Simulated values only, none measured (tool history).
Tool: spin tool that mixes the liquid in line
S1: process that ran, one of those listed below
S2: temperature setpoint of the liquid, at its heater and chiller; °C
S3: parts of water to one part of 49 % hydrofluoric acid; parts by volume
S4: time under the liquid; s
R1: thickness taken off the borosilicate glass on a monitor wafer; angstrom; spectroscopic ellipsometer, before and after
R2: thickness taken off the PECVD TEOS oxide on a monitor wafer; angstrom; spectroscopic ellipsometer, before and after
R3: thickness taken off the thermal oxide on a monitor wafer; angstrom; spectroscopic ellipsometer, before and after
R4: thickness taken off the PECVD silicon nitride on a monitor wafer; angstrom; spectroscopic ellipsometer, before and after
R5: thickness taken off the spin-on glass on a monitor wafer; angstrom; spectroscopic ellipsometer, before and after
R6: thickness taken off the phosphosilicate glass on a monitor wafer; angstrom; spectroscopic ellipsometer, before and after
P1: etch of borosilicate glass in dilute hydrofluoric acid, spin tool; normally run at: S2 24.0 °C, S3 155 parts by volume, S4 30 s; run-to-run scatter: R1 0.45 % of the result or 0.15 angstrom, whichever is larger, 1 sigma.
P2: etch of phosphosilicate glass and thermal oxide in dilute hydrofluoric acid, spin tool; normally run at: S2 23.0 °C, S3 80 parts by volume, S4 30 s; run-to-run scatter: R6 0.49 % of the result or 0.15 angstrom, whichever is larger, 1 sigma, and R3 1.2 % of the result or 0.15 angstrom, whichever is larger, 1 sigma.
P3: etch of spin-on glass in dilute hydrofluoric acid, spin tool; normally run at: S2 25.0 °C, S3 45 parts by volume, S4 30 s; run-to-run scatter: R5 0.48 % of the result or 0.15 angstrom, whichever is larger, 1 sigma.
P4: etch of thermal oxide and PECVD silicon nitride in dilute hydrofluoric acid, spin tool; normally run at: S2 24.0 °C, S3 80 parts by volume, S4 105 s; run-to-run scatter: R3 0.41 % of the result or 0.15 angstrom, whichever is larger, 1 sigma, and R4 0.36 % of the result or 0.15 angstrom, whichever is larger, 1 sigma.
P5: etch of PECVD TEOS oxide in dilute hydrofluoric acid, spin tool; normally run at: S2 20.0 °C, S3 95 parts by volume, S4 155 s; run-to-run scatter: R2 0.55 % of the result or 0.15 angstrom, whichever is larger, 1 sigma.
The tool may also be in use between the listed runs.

| run | hour | S1 | S2 | S3 | S4 | R1 | R2 | R3 | R4 | R5 | R6 |
|---|---|---|---|---|---|---|---|---|---|---|---|
| 1 | 8.9 | P1 | 24.0 | 155 | 30 | 74.477 |  |  |  |  |  |
| 2 | 14.7 | P1 | 24.0 | 155 | 30 | 74.061 |  |  |  |  |  |
| 3 | 19.9 | P5 | 20.0 | 95 | 155 |  | 118.32 |  |  |  |  |
| 4 | 28.7 | P1 | 24.0 | 265 | 45 | 58.145 |  |  |  |  |  |
| 5 | 38.7 | P1 | 24.0 | 45 | 30 | 293.900 |  |  |  |  |  |
| 6 | 48.2 | P4 | 24.0 | 80 | 200 |  |  | 117.2600 | 136.66 |  |  |
| 7 | 59.1 | P3 | 25.0 | 45 | 30 |  |  |  |  | 517.20 |  |
| 8 | 65.4 | P3 | 20.0 | 45 | 30 |  |  |  |  | 415.85 |  |
| 9 | 76.3 | P2 | 23.0 | 80 | 30 |  |  | 16.9050 |  |  | 646.86 |
| 10 | 86.7 | P3 | 25.0 | 45 | 30 |  |  |  |  | 513.83 |  |
| 11 | 93.2 | P1 | 24.0 | 215 | 30 | 49.341 |  |  |  |  |  |
| 12 | 98.1 | P4 | 17.0 | 80 | 105 |  |  | 46.1690 | 44.43 |  |  |
| 13 | 108.7 | P4 | 24.0 | 125 | 105 |  |  | 37.1110 | 46.40 |  |  |
| 14 | 118.8 | P1 | 24.0 | 220 | 15 | 24.035 |  |  |  |  |  |
| 15 | 123.8 | P3 | 25.0 | 45 | 50 |  |  |  |  | 856.22 |  |
| 16 | 129.5 | P2 | 23.0 | 130 | 30 |  |  | 9.7489 |  |  | 378.36 |
| 17 | 137.9 | P1 | 24.0 | 155 | 30 | 74.391 |  |  |  |  |  |
| 18 | 148.5 | P5 | 20.0 | 160 | 155 |  | 66.48 |  |  |  |  |
| 19 | 158.0 | P1 | 24.0 | 155 | 30 | 73.369 |  |  |  |  |  |
|  | 159.7 | hydrofluoric acid flow meter replaced |
| 20 | 166.9 | P2 | 23.0 | 80 | 50 |  |  | 28.1820 |  |  | 1090.10 |
| 21 | 176.0 | P1 | 17.0 | 155 | 30 | 56.606 |  |  |  |  |  |
| 22 | 184.5 | P1 | 28.5 | 155 | 30 | 86.979 |  |  |  |  |  |
| 23 | 192.7 | P2 | 28.0 | 80 | 30 |  |  | 20.2570 |  |  | 793.13 |
| 24 | 203.2 | P3 | 25.0 | 65 | 30 |  |  |  |  | 344.74 |  |
| 25 | 211.2 | P5 | 20.0 | 95 | 300 |  | 229.30 |  |  |  |  |
| 26 | 220.1 | P5 | 17.0 | 95 | 155 |  | 105.48 |  |  |  |  |
| 27 | 227.6 | P1 | 24.0 | 155 | 15 | 37.039 |  |  |  |  |  |
| 28 | 235.9 | P1 | 24.0 | 155 | 30 | 74.705 |  |  |  |  |  |
| 29 | 246.5 | P1 | 24.0 | 235 | 50 | 74.459 |  |  |  |  |  |
| 30 | 255.0 | P4 | 24.0 | 80 | 105 |  |  | 61.8980 | 72.31 |  |  |
| 31 | 260.0 | P5 | 20.0 | 95 | 155 |  | 118.53 |  |  |  |  |
| 32 | 269.1 | P1 | 24.0 | 155 | 55 | 136.060 |  |  |  |  |  |
| 33 | 277.4 | P1 | 24.0 | 155 | 30 | 73.843 |  |  |  |  |  |
| 34 | 282.6 | P1 | 24.0 | 155 | 30 | 71.882 |  |  |  |  |  |
| 35 | 287.5 | P1 | 24.0 | 155 | 30 | 71.140 |  |  |  |  |  |
| 36 | 295.9 | P1 | 24.0 | 155 | 30 | 69.068 |  |  |  |  |  |
| 37 | 301.3 | P1 | 24.0 | 155 | 30 | 69.044 |  |  |  |  |  |
| 38 | 308.9 | P1 | 24.0 | 155 | 30 | 68.680 |  |  |  |  |  |
| 39 | 319.3 | P1 | 24.0 | 155 | 30 | 68.283 |  |  |  |  |  |

What P1 gives has crept away from where it was. These 2 causes fit the log equally well, each at the size given:
A: hydrofluoric acid flow below the setpoint (%) = 6.47
B: liquid colder than its thermometer reads (K) = 2.06
The creep began at about hour 277.4.

4 check runs are offered, one wafer each, their results left as question marks. Which one tells the causes apart?
| check 1 | 329.7 | P5 | 20.0 | 150 | 295 |  | ? |  |  |  |  |
| check 2 | 329.7 | P2 | 23.0 | 120 | 30 |  |  | ? |  |  | ? |
| check 3 | 329.7 | P3 | 25.0 | 60 | 30 |  |  |  |  | ? |  |
| check 4 | 329.7 | P4 | 21.0 | 80 | 195 |  |  | ? | ? |  |  |

What each check would give under each cause:
| check | result | if A | if B |
|---|---|---|---|
| check 1 | R2 | 125.23 | 124.58 |
| check 2 | R3 | 9.7676 | 9.7139 |
| check 2 | R6 | 383.72 | 381.61 |
| check 3 | R5 | 350.39 | 346.31 |
| check 4 | R3 | 94.6120 | 93.4450 |
| check 4 | R4 | 102.510 | 95.007 |
How far apart the two closest causes lie, in the result that separates them most: check 1 0.52 %; check 2 0.55 %; check 3 1.17 %; check 4 7.6 %
Only check 4 tells the causes apart: in the others they would give nearly the same result.

Then check 4 was run and gave: R3 93.3060 angstrom; R4 94.446 angstrom. Which cause is it?

It is B: liquid colder than its thermometer reads (K).
